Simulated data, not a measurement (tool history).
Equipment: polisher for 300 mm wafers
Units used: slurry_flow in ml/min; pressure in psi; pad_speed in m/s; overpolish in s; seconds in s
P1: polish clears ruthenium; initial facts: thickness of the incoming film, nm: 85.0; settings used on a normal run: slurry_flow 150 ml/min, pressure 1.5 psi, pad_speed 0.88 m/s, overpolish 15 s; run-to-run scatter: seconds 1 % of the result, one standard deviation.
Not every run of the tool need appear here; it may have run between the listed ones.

run	hour	slurry_flow	pressure	pad_speed	overpolish	wafers polished on this pad	hours since the slurry nozzle was cleaned	hours since the head pressure was calibrated	seconds
1	11.6	150	1.5	0.88	15	839	192.4	499.7	91.595
2	22.9	225	1.5	0.88	15	941	203.7	511	84.942
3	35.7	150	1.5	0.88	15	1056	216.5	523.8	90.143
4	53.5	150	1.5	0.88	15	1217	234.3	541.6	87.475
5	65	150	1.5	1.16	15	1320	245.8	553.1	68.298
6	84.1	150	1.5	0.88	15	1492	264.9	572.2	90.061
7	93.3	150	1.5	0.88	15	1575	274.1	581.4	88.535
8	110.3	150	1.5	0.88	15	1729	291.1	598.4	90.118
9	119.6	90	1.5	0.88	15	1812	300.4	607.7	98.793
10	134.1	150	0.7	0.88	15	1943	314.9	622.2	190.52
11	152.9	150	2.1	0.88	27	2113	333.7	641	62.894
12	161.8	110	1.5	0.88	22	2193	342.6	649.9	94.306
13	174.6	150	1.5	0.88	4	2308	355.4	662.7	89.561
14	186.1	150	1.9	0.88	15	2412	366.9	674.2	70.388
15	198.8	150	1.5	0.4	15	2526	379.6	686.9	195.19
16	207.7	150	1.5	0.88	26	2607	388.5	695.8	90.192
17	226.5	150	1.5	0.88	15	2776	407.3	714.6	90.211
18	240.4	150	1.5	0.88	15	2901	421.2	728.5	88.049
19	256.3	150	1.5	0.88	15	3045	437.1	744.4	91.476
20	273.3	150	1.5	0.88	15	3198	454.1	761.4	96.553

The next listed run, before its measurement:
21	284.4	150	1.5	0.88	15	3298	465.2	772.5	?

seconds: 97.479 s

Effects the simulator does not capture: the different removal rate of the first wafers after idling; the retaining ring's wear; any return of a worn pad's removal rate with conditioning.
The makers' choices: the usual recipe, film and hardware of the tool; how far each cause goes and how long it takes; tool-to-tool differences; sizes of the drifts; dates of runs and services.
